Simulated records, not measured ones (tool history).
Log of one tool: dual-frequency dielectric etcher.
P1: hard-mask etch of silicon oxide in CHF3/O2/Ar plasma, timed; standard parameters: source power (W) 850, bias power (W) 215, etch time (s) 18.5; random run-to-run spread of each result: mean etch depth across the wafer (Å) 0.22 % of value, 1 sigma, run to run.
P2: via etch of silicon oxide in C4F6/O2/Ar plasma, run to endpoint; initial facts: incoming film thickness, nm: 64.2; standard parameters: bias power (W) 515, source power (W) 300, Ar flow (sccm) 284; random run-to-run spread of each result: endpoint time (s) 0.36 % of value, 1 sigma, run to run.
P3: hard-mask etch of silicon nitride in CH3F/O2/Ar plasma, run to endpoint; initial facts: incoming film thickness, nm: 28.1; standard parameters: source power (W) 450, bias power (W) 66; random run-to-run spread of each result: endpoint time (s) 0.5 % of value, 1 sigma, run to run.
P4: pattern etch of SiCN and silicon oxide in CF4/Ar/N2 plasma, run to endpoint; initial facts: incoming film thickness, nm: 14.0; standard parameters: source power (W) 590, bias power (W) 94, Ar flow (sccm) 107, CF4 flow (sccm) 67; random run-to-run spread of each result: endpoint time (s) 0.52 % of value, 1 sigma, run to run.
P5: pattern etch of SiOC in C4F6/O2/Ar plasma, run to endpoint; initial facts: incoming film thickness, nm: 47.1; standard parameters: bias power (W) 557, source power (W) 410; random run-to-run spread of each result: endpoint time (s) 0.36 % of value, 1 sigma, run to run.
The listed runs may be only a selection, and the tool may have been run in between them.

run	hour	process that ran	source power (W)	bias power (W)	etch time (s)	Ar flow (sccm)	CF4 flow (sccm)	mean etch depth across the wafer (Å)	endpoint time (s)
1	11.9	P1	850	215	18.5			451.97	
2	21.1	P2	300	515		284			15.988
3	34.2	P1	850	128	18.5			380.88	
4	47.6	P1	850	215	18.5			449.32	
5	56.4	P4	590	94		107	67		11.936
6	67.0	P2	300	515		183			15.257
7	79.2	P1	850	215	25.5			620.89	
8	92.3	P1	1070	215	18.5			492.81	
9	100.3	P1	850	215	11.0			267.99	
# hour 104.0: bias power generator calibrated
10	111.8	P1	640	215	18.5			405.60	
11	118.3	P1	850	215	18.5			449.34	
12	131.8	P1	850	263	18.5			484.58	
13	143.4	P5	250	557					18.126
14	153.6	P5	410	759					13.439
15	164.5	P4	590	121		107	67		10.830
16	177.7	P2	300	515		284			16.097
17	183.6	P1	680	164	18.5			377.41	
18	196.7	P1	850	215	18.5			448.51	
19	208.3	P4	590	94		107	95		11.405
20	218.5	P1	850	300	24.5			670.01	
21	230.5	P3	450	89					36.431
22	243.4	P4	590	94		82	67		11.472
23	250.6	P5	410	557					15.113
24	260.3	P4	410	94		107	67		16.465
25	273.4	P2	300	361		284			18.310
26	280.0	P3	450	66					40.112

For run 27, what comes out?
27	292.0	P3	350	66					?

endpoint time (s): 43.872
